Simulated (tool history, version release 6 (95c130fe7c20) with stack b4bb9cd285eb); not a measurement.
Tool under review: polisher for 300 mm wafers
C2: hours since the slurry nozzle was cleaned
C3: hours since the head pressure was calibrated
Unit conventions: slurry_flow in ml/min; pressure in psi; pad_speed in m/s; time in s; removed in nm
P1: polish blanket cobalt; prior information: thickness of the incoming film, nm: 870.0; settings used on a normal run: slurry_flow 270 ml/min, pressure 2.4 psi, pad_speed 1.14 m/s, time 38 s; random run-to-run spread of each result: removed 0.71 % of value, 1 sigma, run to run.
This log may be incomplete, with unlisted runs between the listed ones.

{"run": 1, "hour": 5.2, "slurry_flow": 270, "pressure": 2.4, "pad_speed": 1.14, "time": 38, "wafers polished on this pad": 335, "C2": 152.0, "C3": 388.7, "removed": 305.04}
{"run": 2, "hour": 11.1, "slurry_flow": 270, "pressure": 2.4, "pad_speed": 1.14, "time": 38, "wafers polished on this pad": 386, "C2": 157.9, "C3": 394.6, "removed": 300.42}
{"run": 3, "hour": 17.7, "slurry_flow": 270, "pressure": 2.4, "pad_speed": 1.14, "time": 54, "wafers polished on this pad": 442, "C2": 164.5, "C3": 401.2, "removed": 430.34}
{"run": 4, "hour": 23.6, "slurry_flow": 270, "pressure": 2.4, "pad_speed": 1.14, "time": 38, "wafers polished on this pad": 493, "C2": 170.4, "C3": 407.1, "removed": 303.36}
{"run": 5, "hour": 29.3, "slurry_flow": 270, "pressure": 2.4, "pad_speed": 1.14, "time": 38, "wafers polished on this pad": 542, "C2": 176.1, "C3": 412.8, "removed": 302.67}
{"run": 6, "hour": 35.9, "slurry_flow": 270, "pressure": 2.4, "pad_speed": 1.14, "time": 38, "wafers polished on this pad": 599, "C2": 182.7, "C3": 419.4, "removed": 304.74}
{"run": 7, "hour": 41.5, "slurry_flow": 270, "pressure": 2.4, "pad_speed": 1.14, "time": 28, "wafers polished on this pad": 647, "C2": 188.3, "C3": 425.0, "removed": 224.68}
{"run": 8, "hour": 46.1, "slurry_flow": 410, "pressure": 2.4, "pad_speed": 1.14, "time": 38, "wafers polished on this pad": 686, "C2": 192.9, "C3": 429.6, "removed": 313.73}
{"run": 9, "hour": 52.1, "slurry_flow": 270, "pressure": 2.4, "pad_speed": 1.14, "time": 38, "wafers polished on this pad": 738, "C2": 198.9, "C3": 435.6, "removed": 303.57}
{"run": 10, "hour": 57.2, "slurry_flow": 270, "pressure": 2.4, "pad_speed": 0.74, "time": 27, "wafers polished on this pad": 781, "C2": 204.0, "C3": 440.7, "removed": 140.07}
{"run": 11, "hour": 62.3, "slurry_flow": 270, "pressure": 2.4, "pad_speed": 1.64, "time": 38, "wafers polished on this pad": 825, "C2": 209.1, "C3": 445.8, "removed": 439.55}
{"run": 12, "hour": 68.4, "slurry_flow": 160, "pressure": 2.4, "pad_speed": 1.14, "time": 38, "wafers polished on this pad": 878, "C2": 215.2, "C3": 451.9, "removed": 285.06}
{"run": 13, "hour": 72.5, "slurry_flow": 270, "pressure": 2.4, "pad_speed": 0.52, "time": 38, "wafers polished on this pad": 913, "C2": 219.3, "C3": 456.0, "removed": 137.32}
{"run": 14, "hour": 78.5, "slurry_flow": 270, "pressure": 1.1, "pad_speed": 1.14, "time": 38, "wafers polished on this pad": 964, "C2": 225.3, "C3": 462.0, "removed": 140.9}
{"run": 15, "hour": 83.9, "slurry_flow": 270, "pressure": 3.1, "pad_speed": 1.14, "time": 38, "wafers polished on this pad": 1011, "C2": 230.7, "C3": 467.4, "removed": 389.27}
{"run": 16, "hour": 90.1, "slurry_flow": 270, "pressure": 2.4, "pad_speed": 1.14, "time": 38, "wafers polished on this pad": 1064, "C2": 236.9, "C3": 473.6, "removed": 303.65}
{"run": 17, "hour": 96.5, "slurry_flow": 270, "pressure": 2.4, "pad_speed": 1.14, "time": 38, "wafers polished on this pad": 1119, "C2": 243.3, "C3": 480.0, "removed": 298.64}
{"run": 18, "hour": 100.9, "slurry_flow": 270, "pressure": 2.4, "pad_speed": 1.14, "time": 38, "wafers polished on this pad": 1156, "C2": 247.7, "C3": 484.4, "removed": 299.38}
{"run": 19, "hour": 108.4, "slurry_flow": 270, "pressure": 2.4, "pad_speed": 1.14, "time": 38, "wafers polished on this pad": 1221, "C2": 255.2, "C3": 491.9, "removed": 296.43}
{"run": 20, "hour": 114.4, "slurry_flow": 270, "pressure": 2.4, "pad_speed": 1.14, "time": 38, "wafers polished on this pad": 1272, "C2": 261.2, "C3": 497.9, "removed": 293.9}
{"hour": 115.7, "done": "worn pad replaced by a new one"}
{"run": 21, "hour": 121.4, "slurry_flow": 270, "pressure": 2.4, "pad_speed": 1.14, "time": 38, "wafers polished on this pad": 49, "C2": 268.2, "C3": 504.9, "removed": 293.7}
{"run": 22, "hour": 126.3, "slurry_flow": 270, "pressure": 2.4, "pad_speed": 1.14, "time": 38, "wafers polished on this pad": 91, "C2": 273.1, "C3": 509.8, "removed": 293.9}
{"run": 23, "hour": 131.5, "slurry_flow": 270, "pressure": 2.4, "pad_speed": 1.14, "time": 38, "wafers polished on this pad": 135, "C2": 278.3, "C3": 515.0, "removed": 292.22}
{"run": 24, "hour": 138.8, "slurry_flow": 270, "pressure": 2.4, "pad_speed": 1.14, "time": 38, "wafers polished on this pad": 198, "C2": 285.6, "C3": 522.3, "removed": 291.91}
{"run": 25, "hour": 145.3, "slurry_flow": 270, "pressure": 2.4, "pad_speed": 1.14, "time": 38, "wafers polished on this pad": 254, "C2": 292.1, "C3": 528.8, "removed": 295.68}
{"run": 26, "hour": 152.7, "slurry_flow": 270, "pressure": 2.4, "pad_speed": 1.14, "time": 38, "wafers polished on this pad": 317, "C2": 299.5, "C3": 536.2, "removed": 292.72}

P1 has crept away from where it was. The log is fitted equally well by each of these 2 causes, at the sizes shown:
A: slurry flow missing at the pad, % = 26.9
B: head's pressure below its setpoint, % = 3.55
The onset of the drift is placed at about hour 90.1.
Ruled out, with reasons:
removal rate lost through wear of the pad, %: serviced after onset, at hour 115.7, with no recovery of the prior output

The list below offers 4 check runs, each averaging the results of 5 wafers, and shows each result as a question mark. For which of them would the listed causes give clearly different results?
{"run": "check 1", "hour": 160.1, "slurry_flow": 270, "pressure": 1.4, "pad_speed": 0.58, "time": 38, "removed": "?"}
{"run": "check 2", "hour": 160.1, "slurry_flow": 270, "pressure": 1.6, "pad_speed": 1.14, "time": 53, "removed": "?"}
{"run": "check 3", "hour": 160.1, "slurry_flow": 160, "pressure": 3.0, "pad_speed": 1.14, "time": 38, "removed": "?"}
{"run": "check 4", "hour": 160.1, "slurry_flow": 270, "pressure": 1.4, "pad_speed": 1.62, "time": 38, "removed": "?"}

Predicted outcomes, by check and by cause:
check=check_1 result=removed if_A=86.898 if_B=86.894
check=check_2 result=removed if_A=272.250 if_B=272.240
check=check_3 result=removed if_A=334.590 if_B=342.270
check=check_4 result=removed if_A=242.720 if_B=242.700
Per-check spread between the two closest causes, in the result where they differ most: check 1 0.01 %; check 2 0.01 %; check 3 2.27 %; check 4 0.01 %
Check 3 tells the causes apart: in the others they would give nearly the same result.

Check 3 was then run and gave: removed 343.480 nm. Which cause is it?

It is B: head's pressure below its setpoint, %.
